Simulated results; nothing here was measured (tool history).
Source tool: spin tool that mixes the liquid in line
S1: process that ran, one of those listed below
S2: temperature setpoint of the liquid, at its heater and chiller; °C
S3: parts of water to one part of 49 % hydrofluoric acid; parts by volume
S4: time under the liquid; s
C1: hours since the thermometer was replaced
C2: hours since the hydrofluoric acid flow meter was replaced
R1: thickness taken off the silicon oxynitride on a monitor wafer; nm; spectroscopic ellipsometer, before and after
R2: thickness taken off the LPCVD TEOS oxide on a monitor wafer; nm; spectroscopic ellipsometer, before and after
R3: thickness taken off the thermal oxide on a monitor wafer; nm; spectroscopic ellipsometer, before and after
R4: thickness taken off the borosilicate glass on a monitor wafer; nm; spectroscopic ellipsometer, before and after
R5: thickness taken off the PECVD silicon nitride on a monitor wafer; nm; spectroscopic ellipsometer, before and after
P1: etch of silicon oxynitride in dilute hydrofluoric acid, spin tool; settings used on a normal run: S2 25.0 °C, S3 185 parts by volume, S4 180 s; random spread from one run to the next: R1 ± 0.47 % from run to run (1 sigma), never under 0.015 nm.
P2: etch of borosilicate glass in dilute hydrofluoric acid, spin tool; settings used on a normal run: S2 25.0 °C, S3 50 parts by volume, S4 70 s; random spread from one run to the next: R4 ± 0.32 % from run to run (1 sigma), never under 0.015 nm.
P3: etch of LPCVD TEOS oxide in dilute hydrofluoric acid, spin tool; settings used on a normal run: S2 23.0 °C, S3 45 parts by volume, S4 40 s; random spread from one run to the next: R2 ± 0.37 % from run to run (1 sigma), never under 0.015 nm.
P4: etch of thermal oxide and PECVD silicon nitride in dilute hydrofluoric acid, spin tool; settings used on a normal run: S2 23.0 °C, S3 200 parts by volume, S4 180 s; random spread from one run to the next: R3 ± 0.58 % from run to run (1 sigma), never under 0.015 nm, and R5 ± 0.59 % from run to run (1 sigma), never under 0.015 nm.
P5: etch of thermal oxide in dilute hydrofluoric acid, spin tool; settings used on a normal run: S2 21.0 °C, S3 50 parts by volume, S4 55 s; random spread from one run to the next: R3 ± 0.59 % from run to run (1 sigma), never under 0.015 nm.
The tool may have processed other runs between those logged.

run	day	S1	S2	S3	S4	C1	C2	R1	R2	R3	R4	R5
1	0.100	P1	25.0	185	180	323.0	472.0	4.49970				
2	0.275	P3	23.0	20	40	327.2	476.2		38.4170			
3	0.396	P5	17.0	50	55	330.1	479.1			3.8659		
4	0.600	P2	25.0	50	70	335.0	484.0				31.5790	
5	0.721	P1	25.0	70	180	337.9	486.9	13.15300				
6	0.833	P4	23.0	200	90	340.6	489.6			1.9265		2.1120
7	0.933	P2	25.0	50	15	343.0	492.0				6.8299	
8	1.075	P5	21.0	50	55	346.4	495.4			4.6659		
9	1.258	P5	21.0	50	95	350.8	499.8			7.8893		
10	1.371	P1	25.0	185	315	353.5	502.5	8.03980				
11	1.554	P1	19.0	185	180	357.9	506.9	3.48190				
12	1.679	P3	23.0	45	15	360.9	509.9		6.1819			
13	1.829	P3	23.0	45	40	364.5	513.5		16.3920			
14	2.029	P2	21.0	50	70	369.3	518.3				26.7990	
15	2.171	P5	21.0	70	55	372.7	521.7			3.2446		
16	2.338	P3	17.0	45	40	376.7	525.7		12.7280			
17	2.517	P1	25.0	185	30	381.0	530.0	0.75648				
18	2.700	P1	25.0	115	60	385.4	534.4	2.55500				
19	2.792	P2	25.0	50	70	387.6	536.6				31.6410	
20	2.950	P1	25.0	185	180	391.4	540.4	4.56220				
21	3.142	P4	23.0	200	180	396.0	545.0			3.7466		4.2829
# day 3.200: hydrofluoric acid flow meter replaced
22	3.342	P1	25.0	185	180	400.8	3.5	4.50150				
23	3.488	P4	23.0	90	180	404.3	7.0			9.5718		9.3826
24	3.583	P1	29.5	185	180	406.6	9.3	5.47710				
25	3.738	P1	25.0	185	180	410.3	13.0	4.54490				
26	3.850	P1	25.0	335	180	413.0	15.7	2.25980				
27	3.971	P1	25.0	185	180	415.9	18.6	4.53860				
28	4.138	P2	25.0	75	70	419.9	22.6				20.3790	
29	4.325	P1	25.0	185	180	424.4	27.1	4.52280				
30	4.488	P4	31.0	200	180	428.3	31.0			5.0610		6.8825
31	4.621	P1	25.0	185	180	431.5	34.2	4.53760				
32	4.762	P1	25.0	185	180	434.9	37.6	4.45810				
33	4.854	P1	25.0	185	180	437.1	39.8	4.41600				
34	5.033	P1	25.0	185	180	441.4	44.1	4.35570				
35	5.179	P1	25.0	185	180	444.9	47.6	4.32410				
36	5.362	P1	25.0	185	180	449.3	52.0	4.34240				
37	5.492	P1	25.0	185	180	452.4	55.1	4.25890				
38	5.654	P1	25.0	185	180	456.3	59.0	4.31580				
39	5.767	P1	25.0	185	180	459.0	61.7	4.26330				
40	5.921	P1	25.0	185	180	462.7	65.4	4.27140				
41	6.029	P1	25.0	185	180	465.3	68.0	4.24090				

What P1 gives has crept away from where it was. These 2 causes fit the log equally well, each at the size given:
A: liquid colder than its thermometer reads (K) = 1.43
B: hydrofluoric acid flow below the setpoint (%) = 5.4
The gradual shift began around day 4.621.

Which of the check runs below tells the causes apart, meaning the causes would give it clearly different results? Each run uses 2 wafers whose results are averaged, and each result is shown as a question mark.
check 1	6.138	P2	25.0	50	70						?	
check 2	6.138	P3	23.0	45	40				?			
check 3	6.138	P4	23.0	200	180					?		?
check 4	6.138	P5	21.0	50	55					?		

Predicted outcomes, by check and by cause:
check	result	if A	if B
check 1	R4	29.7950	29.7780
check 2	R2	15.4730	15.4890
check 3	R3	3.6024	3.5537
check 3	R5	3.8715	4.0182
check 4	R3	4.3496	4.3568
Minimum pairwise separation of causes per check, each pair taken at its best-separating result: check 1 0.06 %; check 2 0.1 %; check 3 3.72 %; check 4 0.17 %
Only in check 3 would the causes give clearly different results; in the remaining checks their results would be nearly the same.

After running check 3, the following was obtained: R3 3.5572 nm; R5 4.0456 nm. Which cause does this point to?

The cause is B: hydrofluoric acid flow below the setpoint (%).
